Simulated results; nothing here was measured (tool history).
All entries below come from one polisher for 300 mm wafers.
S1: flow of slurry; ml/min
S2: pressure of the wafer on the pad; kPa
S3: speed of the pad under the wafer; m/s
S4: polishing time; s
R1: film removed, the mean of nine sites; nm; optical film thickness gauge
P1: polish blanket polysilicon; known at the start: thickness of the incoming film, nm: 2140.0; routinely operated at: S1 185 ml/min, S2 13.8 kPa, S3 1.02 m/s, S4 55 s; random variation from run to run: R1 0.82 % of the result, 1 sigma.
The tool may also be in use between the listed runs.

| run | hour | S1 | S2 | S3 | S4 | R1 |
|---|---|---|---|---|---|---|
| 1 | 12.7 | 185 | 13.8 | 1.02 | 55 | 300.36 |
| 2 | 19.3 | 185 | 13.8 | 1.02 | 55 | 300.41 |
| 3 | 26.8 | 125 | 13.8 | 1.02 | 55 | 279.82 |
| 4 | 34.1 | 185 | 13.8 | 1.02 | 55 | 302.65 |
|  | 43.2 | head pressure recalibrated |
| 5 | 45.5 | 185 | 9 | 1.02 | 55 | 196.34 |
| 6 | 51.6 | 185 | 13.8 | 1.52 | 55 | 447.66 |
| 7 | 57.9 | 185 | 13.8 | 0.46 | 55 | 137.47 |
| 8 | 69.2 | 185 | 13.8 | 1.02 | 55 | 306.67 |
| 9 | 77.8 | 185 | 13.8 | 1.02 | 75 | 405.21 |
| 10 | 87.5 | 185 | 13.8 | 1.02 | 55 | 300.77 |

Run 11, settings as shown, results not yet in. Your forecast:
| 11 | 93.7 | 185 | 20 | 1.02 | 55 | ? |

R1: 433.94 nm

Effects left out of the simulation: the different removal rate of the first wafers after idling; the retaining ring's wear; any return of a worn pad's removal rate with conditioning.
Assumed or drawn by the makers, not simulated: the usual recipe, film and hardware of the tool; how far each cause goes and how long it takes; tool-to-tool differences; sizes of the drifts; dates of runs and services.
